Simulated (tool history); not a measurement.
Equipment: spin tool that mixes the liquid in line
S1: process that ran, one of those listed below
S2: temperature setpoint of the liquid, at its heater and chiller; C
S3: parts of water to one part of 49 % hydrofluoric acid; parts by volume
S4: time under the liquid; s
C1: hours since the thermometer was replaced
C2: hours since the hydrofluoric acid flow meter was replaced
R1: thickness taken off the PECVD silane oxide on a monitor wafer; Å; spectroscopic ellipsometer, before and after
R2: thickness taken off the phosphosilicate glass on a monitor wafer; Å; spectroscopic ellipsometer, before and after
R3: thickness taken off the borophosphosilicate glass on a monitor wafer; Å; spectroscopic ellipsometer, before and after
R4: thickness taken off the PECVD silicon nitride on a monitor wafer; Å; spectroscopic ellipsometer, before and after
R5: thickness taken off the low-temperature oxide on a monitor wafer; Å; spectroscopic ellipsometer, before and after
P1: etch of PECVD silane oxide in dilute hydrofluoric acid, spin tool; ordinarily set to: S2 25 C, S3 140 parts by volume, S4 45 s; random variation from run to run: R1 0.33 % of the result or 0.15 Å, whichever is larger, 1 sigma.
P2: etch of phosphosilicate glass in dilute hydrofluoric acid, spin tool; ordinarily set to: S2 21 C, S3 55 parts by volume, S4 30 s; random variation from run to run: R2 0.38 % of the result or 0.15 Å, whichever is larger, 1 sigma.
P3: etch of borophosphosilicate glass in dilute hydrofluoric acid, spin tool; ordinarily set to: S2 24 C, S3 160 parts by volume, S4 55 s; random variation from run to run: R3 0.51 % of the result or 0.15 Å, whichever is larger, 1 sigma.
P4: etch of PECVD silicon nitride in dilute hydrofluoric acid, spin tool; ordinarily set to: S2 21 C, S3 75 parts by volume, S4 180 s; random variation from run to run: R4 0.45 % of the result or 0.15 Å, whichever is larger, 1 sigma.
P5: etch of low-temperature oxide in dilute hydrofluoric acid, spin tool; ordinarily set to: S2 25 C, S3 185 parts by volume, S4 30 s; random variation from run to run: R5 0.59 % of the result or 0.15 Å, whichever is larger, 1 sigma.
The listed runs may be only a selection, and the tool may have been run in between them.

run	hour	S1	S2	S3	S4	C1	C2	R1	R2	R3	R4	R5
1	12.9	P1	25	140	45	356.7	995.1	69.654				
2	22.1	P1	25	140	45	365.9	1004.3	69.953				
3	36.9	P2	21	105	30	380.7	1019.1		230.01			
4	54.9	P3	24	160	55	398.7	1037.1			118.17		
5	68.3	P1	25	140	45	412.1	1050.5	69.608				
6	83.6	P3	24	160	55	427.4	1065.8			117.48		
7	96.3	P4	21	125	180	440.1	1078.5				38.506	
8	114.1	P4	21	75	15	457.9	1096.3				5.1751	
9	131	P4	17	75	180	474.8	1113.2				48.352	
10	139.8	P2	27.5	55	30	483.6	1122		611.93			
11	149.1	P4	21	75	180	492.9	1131.3				63.61	
12	157.2	P3	24	245	55	501	1139.4			70.318		
13	170.4	P1	32	140	45	514.2	1152.6	89.621				
14	180.6	P2	21	55	30	524.4	1162.8		467.21			
15	194.2	P1	25	140	45	538	1176.4	69.404				
16	210.4	P5	25	80	30	554.2	1192.6					136.49
17	227.2	P1	20.5	140	45	571	1209.4	58.283				
18	241.4	P3	20	160	55	585.2	1223.6			101.72		
19	258.7	P1	25	140	70	602.5	1240.9	107.83				
20	273.1	P1	25	140	45	616.9	1255.3	69.165				
21	284.4	P4	21	75	180	628.2	1266.6				63.476	
22	296.4	P3	24	160	15	640.2	1278.6			32.526		
23	307.2	P1	25	75	45	651	1289.4	139.48				
24	317	P5	30	185	30	660.8	1299.2					62.35
25	325.7	P2	21	55	30	669.5	1307.9		465.28			
26	335.4	P1	32	140	80	679.2	1317.6	159.88				
27	349.2	P5	25	185	30	693	1331.4					52.525
28	365.2	P1	25	140	45	709	1347.4	69.488				
29	382.3	P1	25	140	15	726.1	1364.5	22.873				
30	393.1	P5	25	185	55	736.9	1375.3					95.376
31	404.6	P1	25	225	45	748.4	1386.8	39.327				
32	418.9	P1	25	140	45	762.7	1401.1	69.289				
33	434.8	P2	21	55	50	778.6	1417		776.57			
34	449.4	P1	25	140	45	793.2	1431.6	69.594				
35	458.8	P1	25	140	45	802.6	1441	70.313				
36	468.9	P1	25	140	45	812.7	1451.1	71.492				
37	485.6	P1	25	140	45	829.4	1467.8	73.908				
38	501.4	P1	25	140	45	845.2	1483.6	74.11				
39	519.8	P1	25	140	45	863.6	1502	74.514				

Forecast run 40:
40	534.5	P1	25	140	45	878.3	1516.7	?				

{"run 40": {"R1": 74.493}}
